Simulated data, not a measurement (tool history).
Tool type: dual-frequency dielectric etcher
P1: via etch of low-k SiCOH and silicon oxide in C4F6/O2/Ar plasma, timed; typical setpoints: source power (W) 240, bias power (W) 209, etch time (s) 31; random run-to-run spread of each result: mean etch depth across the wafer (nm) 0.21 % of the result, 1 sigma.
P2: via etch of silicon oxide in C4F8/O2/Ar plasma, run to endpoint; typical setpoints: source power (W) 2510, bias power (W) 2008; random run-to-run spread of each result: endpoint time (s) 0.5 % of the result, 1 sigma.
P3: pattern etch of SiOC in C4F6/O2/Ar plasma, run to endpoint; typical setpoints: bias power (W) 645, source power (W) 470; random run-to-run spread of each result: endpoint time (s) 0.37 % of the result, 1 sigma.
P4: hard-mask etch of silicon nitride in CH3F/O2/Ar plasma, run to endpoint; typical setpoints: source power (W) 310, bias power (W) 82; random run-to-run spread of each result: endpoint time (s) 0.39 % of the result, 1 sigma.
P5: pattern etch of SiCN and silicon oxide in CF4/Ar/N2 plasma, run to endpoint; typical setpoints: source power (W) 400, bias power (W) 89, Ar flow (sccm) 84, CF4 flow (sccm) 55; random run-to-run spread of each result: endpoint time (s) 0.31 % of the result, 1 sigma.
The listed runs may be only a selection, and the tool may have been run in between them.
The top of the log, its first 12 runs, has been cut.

run,hour,process that ran,source power (W),bias power (W),etch time (s),Ar flow (sccm),CF4 flow (sccm),mean etch depth across the wafer (nm),endpoint time (s)
13,79.8,P1,240,209,31,,,61.89,
14,87,P1,160,209,31,,,53.052,
15,92.4,P3,470,862,,,,,9.8069
16,97.2,P1,240,209,22,,,43.936,
# hour 99: bias power generator calibrated
17,102,P2,3520,2008,,,,,204.28
18,107.5,P1,240,209,31,,,61.904,
19,113.1,P5,530,89,,84,55,,14.086
20,118.4,P1,340,209,31,,,70.775,
21,124,P1,150,159,31,,,47.077,

Run 22, settings as shown, results not yet in. Your forecast:
22,129.4,P4,310,82,,,,,?

Run 22 measured endpoint time (s) 57.772.
